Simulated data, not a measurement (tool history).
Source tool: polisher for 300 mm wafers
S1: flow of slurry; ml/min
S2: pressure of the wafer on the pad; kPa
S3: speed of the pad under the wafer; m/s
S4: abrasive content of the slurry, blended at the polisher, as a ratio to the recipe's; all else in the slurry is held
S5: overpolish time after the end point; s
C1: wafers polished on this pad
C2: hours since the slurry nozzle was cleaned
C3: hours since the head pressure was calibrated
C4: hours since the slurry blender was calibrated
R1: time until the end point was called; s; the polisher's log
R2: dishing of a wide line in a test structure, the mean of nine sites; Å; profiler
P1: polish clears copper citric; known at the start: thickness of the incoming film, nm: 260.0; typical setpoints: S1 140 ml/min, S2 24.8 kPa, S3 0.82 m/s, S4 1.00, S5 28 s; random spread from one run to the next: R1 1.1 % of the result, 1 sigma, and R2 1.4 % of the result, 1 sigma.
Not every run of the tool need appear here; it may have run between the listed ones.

run	day	S1	S2	S3	S4	S5	C1	C2	C3	C4	R1	R2
1	0.254	140	24.8	0.82	1.00	28	284	295.7	587.0	85.3	132.230	363.43
2	0.554	85	24.8	0.82	1.00	28	355	302.9	594.2	92.5	145.050	327.58
3	0.875	140	24.8	0.82	1.00	28	431	310.6	601.9	100.2	130.560	359.79
4	1.296	140	24.8	0.82	1.25	28	531	320.7	612.0	110.3	124.640	364.37
5	1.717	140	35.2	0.82	1.00	42	630	330.8	622.1	120.4	91.435	623.11
6	1.975	210	24.8	0.82	1.00	28	691	337.0	628.3	126.6	125.300	376.82
7	2.338	140	24.8	0.82	1.00	56	777	345.7	637.0	135.3	129.590	582.80
8	2.571	140	24.8	0.82	1.00	28	832	351.3	642.6	140.9	131.510	353.58
9	2.983	140	15.2	0.82	1.00	28	930	361.2	652.5	150.8	214.570	239.57
10	3.300	140	24.8	0.46	1.00	28	1005	368.8	660.1	158.4	226.210	226.47
11	3.700	140	35.9	0.82	1.00	28	1100	378.4	669.7	168.0	90.516	476.66
12	3.946	140	24.8	1.28	1.00	28	1158	384.3	675.6	173.9	83.665	491.98
13	4.425	140	24.8	0.82	1.00	28	1271	395.8	687.1	185.4	130.570	359.75
14	4.854	140	24.8	0.82	1.00	28	1373	406.1	697.4	195.7	131.510	366.20
15	5.254	140	24.8	0.82	1.00	8	1468	415.7	707.0	205.3	128.270	122.97
16	5.617	140	24.8	0.82	0.60	28	1554	424.4	715.7	214.0	143.690	330.75
17	6.092	140	24.8	0.82	1.00	28	1666	435.8	727.1	225.4	131.810	351.50
18	6.417	140	24.8	0.82	1.00	28	1743	443.6	734.9	233.2	131.700	349.64
19	6.921	140	24.8	0.82	1.00	28	1862	455.7	747.0	245.3	137.980	344.32
20	7.300	140	24.8	0.82	1.00	28	1952	464.8	756.1	254.4	136.010	345.92
21	7.712	140	24.8	0.82	1.00	28	2050	474.7	766.0	264.3	137.600	352.03

Run 22 is up next; what results do you expect?
# day 7.933: head pressure recalibrated
# day 8.021: worn pad replaced by a new one
22	8.062	140	24.8	0.82	1.00	28	9	483.1	3.2	272.7	?	?

{"run 22": {"R1": 139.55, "R2": 339.0}}
